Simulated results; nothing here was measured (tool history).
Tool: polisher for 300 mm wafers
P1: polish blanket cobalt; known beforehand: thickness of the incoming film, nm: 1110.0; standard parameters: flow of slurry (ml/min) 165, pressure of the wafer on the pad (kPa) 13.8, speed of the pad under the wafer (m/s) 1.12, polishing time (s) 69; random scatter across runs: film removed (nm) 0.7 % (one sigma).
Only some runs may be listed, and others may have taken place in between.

run,day,flow of slurry (ml/min),pressure of the wafer on the pad (kPa),speed of the pad under the wafer (m/s),polishing time (s),film removed (nm)
1,0.458,165,13.8,1.12,69,459.61
2,0.896,165,13.8,1.12,69,455.97
3,1.179,225,13.8,1.12,69,481.68
4,1.500,165,21.4,1.12,69,718.28
5,1.758,100,13.8,1.12,69,419.48
6,2.138,165,13.8,1.12,50,329.59
7,2.425,165,13.8,0.50,69,205.78
8,2.908,165,13.8,1.12,106,711.92
9,3.142,165,13.8,1.12,69,462.06
10,3.450,165,13.8,0.70,86,360.32
11,3.842,165,13.8,1.12,69,458.56
12,4.154,165,13.8,1.12,69,456.19
13,4.475,165,8.3,1.12,69,273.76
14,4.900,165,13.8,1.68,69,680.79
15,5.133,165,13.8,1.12,69,464.26
16,5.546,165,13.8,1.12,69,459.41
17,5.808,165,13.8,1.12,69,449.05
18,6.079,165,13.8,1.12,69,450.48
19,6.504,165,13.8,1.12,69,439.19
20,6.850,165,13.8,1.12,69,438.44
21,7.133,165,13.8,1.12,69,437.08
# day 7.429: head pressure recalibrated
22,7.521,165,13.8,1.12,69,435.13
23,7.812,165,13.8,1.12,69,432.86
24,8.192,165,13.8,1.12,69,440.51
25,8.512,165,13.8,1.12,69,433.70
26,8.942,165,13.8,1.12,69,438.62

The log shows P1 creeping away from where it was. Any of the 2 causes listed here, at the size stated for it, fits the log just as well as the others:
A: slurry flow missing at the pad, % = 27.8
B: removal rate lost through wear of the pad, % = 5.83
The drift started at roughly day 5.133.
Ruled out, with reasons:
head's pressure below its setpoint, %: its service at day 7.429 followed the start of the drift and did not put the process back to its old value

Each of the check runs listed below is run on 3 wafers and reports their average, with the results left as question marks. Pick the one under which the possible causes would lead to clearly different results.
check 1,9.371,165,13.8,1.50,69,?
check 2,9.371,100,10.3,1.12,69,?
check 3,9.371,165,13.8,1.12,100,?
check 4,9.371,165,11.0,1.12,54,?

Predicted outcomes, by check and by cause:
check,result,if A,if B
check 1,film removed (nm),580.47,580.43
check 2,film removed (nm),284.31,294.01
check 3,film removed (nm),628.14,628.10
check 4,film removed (nm),271.36,271.34
How far apart the two closest causes lie, in the result that separates them most: check 1 0.01 %; check 2 3.36 %; check 3 0.01 %; check 4 0.01 %
Only check 2 tells the causes apart: in the others they would give nearly the same result.

After running check 2, the following was obtained: film removed (nm) 284.73. Which cause does this point to?

The cause is A: slurry flow missing at the pad, %.
